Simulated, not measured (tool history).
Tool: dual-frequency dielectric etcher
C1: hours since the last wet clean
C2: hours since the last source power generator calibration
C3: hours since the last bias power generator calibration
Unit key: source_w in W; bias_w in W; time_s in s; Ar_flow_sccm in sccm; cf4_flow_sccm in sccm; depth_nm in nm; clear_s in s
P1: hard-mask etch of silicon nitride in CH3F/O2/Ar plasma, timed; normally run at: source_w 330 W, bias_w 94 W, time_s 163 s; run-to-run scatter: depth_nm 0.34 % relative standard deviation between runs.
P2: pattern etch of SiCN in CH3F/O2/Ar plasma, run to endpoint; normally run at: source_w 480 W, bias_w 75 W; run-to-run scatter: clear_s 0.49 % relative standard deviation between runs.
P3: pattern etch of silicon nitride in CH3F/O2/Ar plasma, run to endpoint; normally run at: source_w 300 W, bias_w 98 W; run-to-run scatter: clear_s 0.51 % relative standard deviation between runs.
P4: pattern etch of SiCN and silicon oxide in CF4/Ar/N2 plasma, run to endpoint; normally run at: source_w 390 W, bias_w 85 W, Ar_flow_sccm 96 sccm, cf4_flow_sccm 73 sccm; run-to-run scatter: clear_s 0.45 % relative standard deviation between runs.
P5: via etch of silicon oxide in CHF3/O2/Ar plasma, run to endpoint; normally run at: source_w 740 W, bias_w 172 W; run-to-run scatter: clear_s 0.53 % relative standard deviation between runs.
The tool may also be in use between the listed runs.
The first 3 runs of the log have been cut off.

run 4 hour=19 | process=P2 source_w=630 bias_w=75 | C1=525.7 C2=2982.5 C3=2787.4 | clear_s=23.005
run 5 hour=24.1 | process=P1 source_w=330 bias_w=63 time_s=203.5 | C1=530.8 C2=2987.6 C3=2792.5 | depth_nm=128.8
run 6 hour=28.5 | process=P1 source_w=460 bias_w=59 time_s=163 | C1=535.2 C2=2992 C3=2796.9 | depth_nm=114.2
run 7 hour=33.8 | process=P3 source_w=300 bias_w=98 | C1=540.5 C2=2997.3 C3=2802.2 | clear_s=49.129
run 8 hour=36.9 | process=P3 source_w=300 bias_w=137 | C1=543.6 C2=3000.4 C3=2805.3 | clear_s=43.71
run 9 hour=42.4 | process=P4 source_w=390 bias_w=85 Ar_flow_sccm=127 cf4_flow_sccm=73 | C1=549.1 C2=3005.9 C3=2810.8 | clear_s=22.087
run 10 hour=45.7 | process=P1 source_w=330 bias_w=129 time_s=163 | C1=552.4 C2=3009.2 C3=2814.1 | depth_nm=134.67
run 11 hour=49.5 | process=P1 source_w=330 bias_w=94 time_s=163 | C1=556.2 C2=3013 C3=2817.9 | depth_nm=118.63
run 12 hour=52.9 | process=P3 source_w=300 bias_w=98 | C1=559.6 C2=3016.4 C3=2821.3 | clear_s=49.375
run 13 hour=56.1 | process=P1 source_w=330 bias_w=62 time_s=163 | C1=562.8 C2=3019.6 C3=2824.5 | depth_nm=102.27
run 14 hour=61.1 | process=P1 source_w=440 bias_w=94 time_s=163 | C1=567.8 C2=3024.6 C3=2829.5 | depth_nm=132.35
run 15 hour=66.3 | process=P1 source_w=330 bias_w=94 time_s=163 | C1=573 C2=3029.8 C3=2834.7 | depth_nm=119.34
run 16 hour=71.1 | process=P5 source_w=740 bias_w=110 | C1=577.8 C2=3034.6 C3=2839.5 | clear_s=467.13
run 17 hour=74.5 | process=P5 source_w=1020 bias_w=172 | C1=581.2 C2=3038 C3=2842.9 | clear_s=360.17
run 18 hour=78 | process=P5 source_w=740 bias_w=172 | C1=584.7 C2=3041.5 C3=2846.4 | clear_s=406.99
run 19 hour=81.5 | process=P1 source_w=330 bias_w=94 time_s=163 | C1=588.2 C2=3045 C3=2849.9 | depth_nm=119.31
run 20 hour=84.6 | process=P3 source_w=170 bias_w=98 | C1=591.3 C2=3048.1 C3=2853 | clear_s=61.407

Expected results for the next run?
run 21 hour=88 | process=P2 source_w=480 bias_w=75 | C1=594.7 C2=3051.5 C3=2856.4 | clear_s=?

Run 21 came out at clear_s 25.813 s.
